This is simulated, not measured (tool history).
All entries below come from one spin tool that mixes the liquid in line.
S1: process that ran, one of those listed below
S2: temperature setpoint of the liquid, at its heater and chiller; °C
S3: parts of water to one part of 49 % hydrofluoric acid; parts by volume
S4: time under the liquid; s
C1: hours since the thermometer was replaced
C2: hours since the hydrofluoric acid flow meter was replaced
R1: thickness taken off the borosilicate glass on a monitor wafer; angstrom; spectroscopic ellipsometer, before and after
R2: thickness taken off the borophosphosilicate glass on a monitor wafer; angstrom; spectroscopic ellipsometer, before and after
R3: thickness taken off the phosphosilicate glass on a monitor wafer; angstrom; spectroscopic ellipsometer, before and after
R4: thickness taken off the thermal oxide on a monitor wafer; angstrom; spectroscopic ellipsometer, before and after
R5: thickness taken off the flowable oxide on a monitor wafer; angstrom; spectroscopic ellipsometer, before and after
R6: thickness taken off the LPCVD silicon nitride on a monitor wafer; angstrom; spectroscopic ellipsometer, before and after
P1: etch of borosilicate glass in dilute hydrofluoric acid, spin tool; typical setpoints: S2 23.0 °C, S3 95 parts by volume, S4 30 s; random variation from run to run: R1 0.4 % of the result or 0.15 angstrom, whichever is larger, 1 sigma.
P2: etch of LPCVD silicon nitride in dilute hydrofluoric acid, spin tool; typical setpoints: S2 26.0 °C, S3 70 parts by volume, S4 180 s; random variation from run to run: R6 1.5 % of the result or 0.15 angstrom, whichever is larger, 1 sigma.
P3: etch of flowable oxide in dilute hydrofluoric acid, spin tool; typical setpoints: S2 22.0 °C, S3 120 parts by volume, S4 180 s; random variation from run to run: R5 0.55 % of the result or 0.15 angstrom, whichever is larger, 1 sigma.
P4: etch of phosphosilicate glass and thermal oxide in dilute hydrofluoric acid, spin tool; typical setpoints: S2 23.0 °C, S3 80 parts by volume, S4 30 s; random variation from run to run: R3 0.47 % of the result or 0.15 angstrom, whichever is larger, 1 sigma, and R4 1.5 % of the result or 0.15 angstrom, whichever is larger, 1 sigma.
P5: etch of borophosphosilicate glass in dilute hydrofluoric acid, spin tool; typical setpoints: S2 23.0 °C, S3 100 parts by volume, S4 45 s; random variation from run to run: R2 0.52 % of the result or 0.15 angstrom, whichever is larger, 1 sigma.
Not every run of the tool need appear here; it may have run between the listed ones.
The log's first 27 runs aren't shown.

| run | hour | S1 | S2 | S3 | S4 | C1 | C2 | R1 | R2 | R3 | R4 | R5 | R6 |
|---|---|---|---|---|---|---|---|---|---|---|---|---|---|
| 28 | 198.1 | P1 | 23.0 | 95 | 55 | 452.5 | 953.8 | 154.650 |  |  |  |  |  |
| 29 | 203.2 | P2 | 26.0 | 70 | 75 | 457.6 | 958.9 |  |  |  |  |  | 6.1062 |
| 30 | 211.4 | P2 | 34.0 | 70 | 180 | 465.8 | 967.1 |  |  |  |  |  | 25.0620 |
| 31 | 220.2 | P1 | 23.0 | 95 | 30 | 474.6 | 975.9 | 84.180 |  |  |  |  |  |
| 32 | 227.6 | P1 | 23.0 | 95 | 30 | 482.0 | 983.3 | 86.969 |  |  |  |  |  |
| 33 | 233.2 | P1 | 23.0 | 95 | 30 | 487.6 | 988.9 | 88.445 |  |  |  |  |  |
| 34 | 242.2 | P1 | 23.0 | 95 | 30 | 496.6 | 997.9 | 90.215 |  |  |  |  |  |
| 35 | 250.8 | P1 | 23.0 | 95 | 30 | 505.2 | 1006.5 | 90.886 |  |  |  |  |  |
| 36 | 256.4 | P1 | 23.0 | 95 | 30 | 510.8 | 1012.1 | 91.560 |  |  |  |  |  |

The next listed run, before its measurement:
| 37 | 261.1 | P1 | 23.0 | 95 | 30 | 515.5 | 1016.8 | ? |  |  |  |  |  |

Run 37 measured R1 91.955 angstrom.
